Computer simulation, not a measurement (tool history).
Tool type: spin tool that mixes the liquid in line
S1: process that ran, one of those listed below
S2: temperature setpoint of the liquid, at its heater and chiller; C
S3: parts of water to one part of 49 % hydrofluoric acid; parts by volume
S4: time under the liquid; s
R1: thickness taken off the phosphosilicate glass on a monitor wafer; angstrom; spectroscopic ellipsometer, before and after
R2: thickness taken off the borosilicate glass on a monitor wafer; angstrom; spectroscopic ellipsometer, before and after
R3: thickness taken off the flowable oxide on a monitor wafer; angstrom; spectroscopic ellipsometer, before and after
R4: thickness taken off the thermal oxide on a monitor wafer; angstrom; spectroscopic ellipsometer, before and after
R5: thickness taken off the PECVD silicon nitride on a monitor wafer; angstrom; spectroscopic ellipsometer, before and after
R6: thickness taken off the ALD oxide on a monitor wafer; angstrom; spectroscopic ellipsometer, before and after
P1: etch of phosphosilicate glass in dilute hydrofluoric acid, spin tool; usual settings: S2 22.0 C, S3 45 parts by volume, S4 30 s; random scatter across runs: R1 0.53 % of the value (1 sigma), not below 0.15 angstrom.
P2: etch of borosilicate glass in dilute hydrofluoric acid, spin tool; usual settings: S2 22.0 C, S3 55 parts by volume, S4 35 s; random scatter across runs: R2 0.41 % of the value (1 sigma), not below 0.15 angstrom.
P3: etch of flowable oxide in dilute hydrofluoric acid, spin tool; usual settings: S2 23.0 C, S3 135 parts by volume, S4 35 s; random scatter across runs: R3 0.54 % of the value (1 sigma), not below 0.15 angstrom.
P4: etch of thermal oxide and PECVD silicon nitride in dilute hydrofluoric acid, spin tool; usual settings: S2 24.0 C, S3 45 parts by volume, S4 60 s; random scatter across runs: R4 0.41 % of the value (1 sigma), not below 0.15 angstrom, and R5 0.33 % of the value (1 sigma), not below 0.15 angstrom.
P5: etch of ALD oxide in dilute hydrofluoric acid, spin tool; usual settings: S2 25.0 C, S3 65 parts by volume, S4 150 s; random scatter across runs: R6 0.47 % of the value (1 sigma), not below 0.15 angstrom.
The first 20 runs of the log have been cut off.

run 21 day=10.079 | S1=P5 S2=25.0 S3=65 S4=20 | R6=48.331
run 22 day=10.379 | S1=P4 S2=24.0 S3=45 S4=95 | R4=106.830 R5=118.010
run 23 day=10.654 | S1=P5 S2=25.0 S3=65 S4=150 | R6=362.040
run 24 day=11.192 | S1=P3 S2=23.0 S3=135 S4=35 | R3=72.212
run 25 day=11.542 | S1=P3 S2=23.0 S3=135 S4=15 | R3=30.555
run 26 day=12.017 | S1=P1 S2=22.0 S3=45 S4=30 | R1=1327.20
run 27 day=12.454 | S1=P1 S2=30.0 S3=45 S4=50 | R1=3105.40
run 28 day=12.775 | S1=P1 S2=22.0 S3=45 S4=30 | R1=1333.50
run 29 day=13.075 | S1=P4 S2=24.0 S3=75 S4=60 | R4=38.915 R5=45.276
run 30 day=13.375 | S1=P2 S2=22.0 S3=55 S4=15 | R2=105.27
run 31 day=13.892 | S1=P5 S2=25.0 S3=90 S4=150 | R6=250.260
run 32 day=14.242 | S1=P1 S2=22.0 S3=45 S4=30 | R1=1330.70
run 33 day=14.608 | S1=P1 S2=22.0 S3=45 S4=30 | R1=1294.80
run 34 day=15.183 | S1=P1 S2=22.0 S3=45 S4=30 | R1=1278.90

Forecast run 35:
run 35 day=15.746 | S1=P1 S2=22.0 S3=45 S4=30 | R1=?

{"run 35": {"R1": 1259.4}}
